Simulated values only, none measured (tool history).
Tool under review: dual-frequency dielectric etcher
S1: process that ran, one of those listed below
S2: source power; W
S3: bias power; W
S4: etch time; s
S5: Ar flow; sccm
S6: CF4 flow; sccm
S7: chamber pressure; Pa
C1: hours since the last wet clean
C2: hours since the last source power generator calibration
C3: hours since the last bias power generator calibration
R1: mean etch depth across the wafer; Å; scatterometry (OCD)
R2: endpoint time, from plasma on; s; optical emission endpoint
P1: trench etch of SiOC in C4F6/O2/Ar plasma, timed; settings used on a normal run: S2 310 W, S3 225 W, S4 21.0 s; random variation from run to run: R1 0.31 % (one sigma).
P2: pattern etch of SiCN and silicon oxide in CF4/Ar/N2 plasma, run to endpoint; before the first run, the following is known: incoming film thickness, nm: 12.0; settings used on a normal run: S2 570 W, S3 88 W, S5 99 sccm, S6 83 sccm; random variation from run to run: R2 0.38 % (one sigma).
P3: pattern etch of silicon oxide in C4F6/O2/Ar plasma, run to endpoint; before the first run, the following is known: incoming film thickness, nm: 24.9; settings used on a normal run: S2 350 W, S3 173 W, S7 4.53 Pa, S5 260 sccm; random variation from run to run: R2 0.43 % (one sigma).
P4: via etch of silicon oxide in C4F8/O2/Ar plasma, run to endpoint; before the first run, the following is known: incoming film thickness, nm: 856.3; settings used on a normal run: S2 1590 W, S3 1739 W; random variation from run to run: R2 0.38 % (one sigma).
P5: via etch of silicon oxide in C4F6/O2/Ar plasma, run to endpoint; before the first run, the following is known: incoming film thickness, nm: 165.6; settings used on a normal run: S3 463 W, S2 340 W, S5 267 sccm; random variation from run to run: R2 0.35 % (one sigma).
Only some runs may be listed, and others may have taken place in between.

run   hour  S1    S2    S3    S4   S5  S6    S7     C1      C2      C3      R1        R2
  1    4.9  P1   310   225  21.0                 238.0  2089.7   800.4  425.72
  2    9.6  P1   310   176  21.0                 242.7  2094.4   805.1  389.66
  3   16.0  P1   310   225  21.0                 249.1  2100.8   811.5  427.13
  4   21.1  P1   310   225  21.0                 254.2  2105.9   816.6  422.87
  5   27.5  P1   310   225  21.0                 260.6  2112.3   823.0  423.65
  6   32.7  P2   570    88         99  59        265.8  2117.5   828.2           11.0570
  7   39.0  P1   310   225  21.0                 272.1  2123.8   834.5  423.94
  8   46.4  P3   350   120        260      4.53  279.5  2131.2   841.9            9.4135
  9   51.3  P3   500   173        260      4.53  284.4  2136.1   846.8            7.3539
 10   56.6  P4  1590  1130                       289.7  2141.4   852.1          215.8300
 11   60.3  P2   570    88         99  83        293.4  2145.1   855.8           10.5390
 12   64.3  P5   340   463        344            297.4  2149.1   859.8           41.5560
 13   68.3  P2   700    88         99  83        301.4  2153.1   863.8            8.8033
 14   71.6  P4  1980  1739                       304.7  2156.4   867.1          176.7700
 15   76.0  P3   350   173        260      5.93  309.1  2160.8   871.5            8.6402
 16   82.7  P5   340   282        267            315.8  2167.5   878.2           48.6690
 17   89.4  P1   310   225  30.5                 322.5  2174.2   884.9  611.97
 18   96.5  P3   350   173        260      4.53  329.6  2181.3   892.0            8.3765
 19  100.9  P2   570   119         99  83        334.0  2185.7   896.4            9.5476
 20  107.4  P4  1590  1739                       340.5  2192.2   902.9          191.1200
 21  110.8  P1   390   225  11.5                 343.9  2195.6   906.3  254.41
 22  116.5  P1   190   225  29.5                 349.6  2201.3   912.0  495.28
 23  123.5  P3   350   173        199      4.53  356.6  2208.3   919.0            8.1765
 24  131.1  P2   570    88        134  83        364.2  2215.9   926.6           11.0990
 25  137.7  P1   310   280  21.0                 370.8  2222.5   933.2  458.58
 26  142.0  P5   340   463        267            375.1  2226.8   937.5           40.1540
 27  146.9  P1   420   225  21.0                 380.0  2231.7   942.4  477.33
 28  153.4  P1   220   225  21.0                 386.5  2238.2   948.9  370.26
 29  160.1  P1   310   312  13.5                 393.2  2244.9   955.6  307.53
 30  164.5  P5   450   463        267            397.6  2249.3   960.0           36.4090
 31  171.9  P1   310   225  13.5                 405.0  2256.7   967.4  273.41
 32  176.1  P1   310   225  21.0                 409.2  2260.9   971.6  422.75
 33  181.4  P1   310   225  21.0                 414.5  2266.2   976.9  424.24
 34  184.7  P1   310   225  21.0                 417.8  2269.5   980.2  422.20
 35  190.7  P1   310   225  21.0                 423.8  2275.5   986.2  420.34
 36  198.2  P1   310   225  21.0                 431.3  2283.0   993.7  421.20
 37  204.9  P1   310   225  21.0                 438.0  2289.7  1000.4  419.76
     211.3  -- wet clean of the chamber
 38  211.4  P1   310   225  21.0                   0.1  2296.2  1006.9  417.77
 39  216.8  P1   310   225  21.0                   5.5  2301.6  1012.3  419.45
 40  222.0  P1   310   225  21.0                  10.7  2306.8  1017.5  416.61
 41  226.5  P1   310   225  21.0                  15.2  2311.3  1022.0  418.03

P1 no longer gives what it gave before; its output has crept away from where it was. The following 2 causes, each at its listed size, fit the log equally well:
A: bias power that arrives under what is set, % = 4.47
B: source power that arrives under what is set, % = 3.94
The onset of the drift is placed at about hour 181.4.
Excluded causes, each with its reason:
chamber walls in a state that lowers the etch rate, %: work on it at hour 211.3, done after the drift set in, did not restore what the process gave before

4 check runs are offered, each on 2 wafers whose results are averaged, their results left as question marks. Which one tells the causes apart?
check 1  231.0  P4  1590  1739                                      ?
check 2  231.0  P5   340   463      267                             ?
check 3  231.0  P2   570    88       99  83                         ?
check 4  231.0  P3   350   173      260      4.53                   ?

What each check would give under each cause:
  check  result      if A      if B
check 1      R2  193.5400  194.1700
check 2      R2   41.1460   41.0570
check 3      R2   10.7220   10.9400
check 4      R2    8.5344    8.5451
Smallest distance between any two causes, each pair judged by its most separating result, in per cent: check 1 0.33 %; check 2 0.22 %; check 3 2.01 %; check 4 0.12 %
Check 3 tells the causes apart: in the others they would give nearly the same result.

With check 3 done, the readings were: R2 10.9550 s. Identify which of the listed causes applies.

B is the cause: source power that arrives under what is set, %.
